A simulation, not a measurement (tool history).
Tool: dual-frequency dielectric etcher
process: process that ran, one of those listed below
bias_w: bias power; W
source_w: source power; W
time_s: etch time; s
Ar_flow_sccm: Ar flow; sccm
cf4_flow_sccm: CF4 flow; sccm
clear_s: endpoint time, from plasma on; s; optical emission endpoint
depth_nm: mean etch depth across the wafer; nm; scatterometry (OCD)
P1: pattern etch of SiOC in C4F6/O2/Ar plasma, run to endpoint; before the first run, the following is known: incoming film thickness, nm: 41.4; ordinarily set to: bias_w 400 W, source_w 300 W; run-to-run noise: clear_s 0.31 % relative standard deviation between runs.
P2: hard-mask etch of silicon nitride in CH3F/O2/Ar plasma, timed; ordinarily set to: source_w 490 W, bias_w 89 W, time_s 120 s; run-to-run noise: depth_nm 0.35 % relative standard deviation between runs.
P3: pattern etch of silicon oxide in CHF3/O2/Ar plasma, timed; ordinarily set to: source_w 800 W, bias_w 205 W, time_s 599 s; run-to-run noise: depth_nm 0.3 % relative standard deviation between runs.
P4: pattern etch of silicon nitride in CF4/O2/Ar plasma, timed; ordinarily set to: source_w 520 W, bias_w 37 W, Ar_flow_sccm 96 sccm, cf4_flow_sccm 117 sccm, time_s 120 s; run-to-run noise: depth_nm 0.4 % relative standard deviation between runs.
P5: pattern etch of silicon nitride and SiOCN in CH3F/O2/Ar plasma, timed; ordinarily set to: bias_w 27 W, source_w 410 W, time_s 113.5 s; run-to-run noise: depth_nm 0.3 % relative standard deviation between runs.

{"run": 1, "hour": 8.5, "process": "P1", "bias_w": 400, "source_w": 300, "clear_s": 16.559}
{"run": 2, "hour": 18.9, "process": "P2", "bias_w": 89, "source_w": 490, "time_s": 120, "depth_nm": 96.574}
{"run": 3, "hour": 31.1, "process": "P5", "bias_w": 27, "source_w": 410, "time_s": 77.5, "depth_nm": 11.344}
{"run": 4, "hour": 38.2, "process": "P4", "bias_w": 37, "source_w": 520, "time_s": 120, "Ar_flow_sccm": 96, "cf4_flow_sccm": 117, "depth_nm": 214.52}
{"run": 5, "hour": 48.8, "process": "P2", "bias_w": 89, "source_w": 350, "time_s": 120, "depth_nm": 84.882}
{"run": 6, "hour": 59.8, "process": "P4", "bias_w": 37, "source_w": 520, "time_s": 120, "Ar_flow_sccm": 125, "cf4_flow_sccm": 117, "depth_nm": 205.95}
{"run": 7, "hour": 69.3, "process": "P2", "bias_w": 89, "source_w": 490, "time_s": 120, "depth_nm": 96.271}
{"run": 8, "hour": 81.5, "process": "P3", "bias_w": 205, "source_w": 800, "time_s": 599, "depth_nm": 1400.4}
{"run": 9, "hour": 91.1, "process": "P4", "bias_w": 37, "source_w": 520, "time_s": 120, "Ar_flow_sccm": 96, "cf4_flow_sccm": 117, "depth_nm": 214.79}
{"run": 10, "hour": 99.2, "process": "P1", "bias_w": 325, "source_w": 300, "clear_s": 17.802}
{"run": 11, "hour": 111.1, "process": "P1", "bias_w": 532, "source_w": 300, "clear_s": 14.923}
{"run": 12, "hour": 121.9, "process": "P4", "bias_w": 37, "source_w": 380, "time_s": 120, "Ar_flow_sccm": 96, "cf4_flow_sccm": 117, "depth_nm": 162.98}
{"run": 13, "hour": 131.0, "process": "P3", "bias_w": 205, "source_w": 800, "time_s": 599, "depth_nm": 1395.2}
{"run": 14, "hour": 139.2, "process": "P5", "bias_w": 37, "source_w": 410, "time_s": 113.5, "depth_nm": 19.239}
{"run": 15, "hour": 147.3, "process": "P1", "bias_w": 400, "source_w": 210, "clear_s": 18.863}
{"run": 16, "hour": 156.5, "process": "P1", "bias_w": 400, "source_w": 300, "clear_s": 16.456}
{"run": 17, "hour": 163.7, "process": "P4", "bias_w": 37, "source_w": 520, "time_s": 120, "Ar_flow_sccm": 96, "cf4_flow_sccm": 92, "depth_nm": 207.98}
{"run": 18, "hour": 170.3, "process": "P1", "bias_w": 400, "source_w": 430, "clear_s": 14.309}
{"run": 19, "hour": 177.9, "process": "P5", "bias_w": 27, "source_w": 300, "time_s": 113.5, "depth_nm": 14.919}
{"run": 20, "hour": 190.8, "process": "P3", "bias_w": 205, "source_w": 960, "time_s": 599, "depth_nm": 1506.3}
{"run": 21, "hour": 203.3, "process": "P5", "bias_w": 27, "source_w": 410, "time_s": 113.5, "depth_nm": 16.675}
{"run": 22, "hour": 210.1, "process": "P1", "bias_w": 400, "source_w": 300, "clear_s": 16.472}
{"run": 23, "hour": 216.2, "process": "P1", "bias_w": 400, "source_w": 300, "clear_s": 16.47}
{"run": 24, "hour": 225.7, "process": "P3", "bias_w": 254, "source_w": 800, "time_s": 599, "depth_nm": 1505.2}
{"run": 25, "hour": 236.4, "process": "P1", "bias_w": 322, "source_w": 370, "clear_s": 16.476}
{"run": 26, "hour": 243.4, "process": "P2", "bias_w": 89, "source_w": 490, "time_s": 67.5, "depth_nm": 54.311}
{"run": 27, "hour": 250.9, "process": "P2", "bias_w": 114, "source_w": 490, "time_s": 120, "depth_nm": 105.46}
{"run": 28, "hour": 258.5, "process": "P4", "bias_w": 37, "source_w": 520, "time_s": 66, "Ar_flow_sccm": 96, "cf4_flow_sccm": 117, "depth_nm": 117.77}
{"run": 29, "hour": 271.3, "process": "P3", "bias_w": 205, "source_w": 800, "time_s": 409, "depth_nm": 956.45}
{"run": 30, "hour": 279.5, "process": "P4", "bias_w": 49, "source_w": 520, "time_s": 120, "Ar_flow_sccm": 96, "cf4_flow_sccm": 117, "depth_nm": 236.51}

Estimate the outcome of run 31 from the log above:
{"run": 31, "hour": 286.6, "process": "P1", "bias_w": 400, "source_w": 300, "clear_s": "?"}

clear_s: 16.516 s
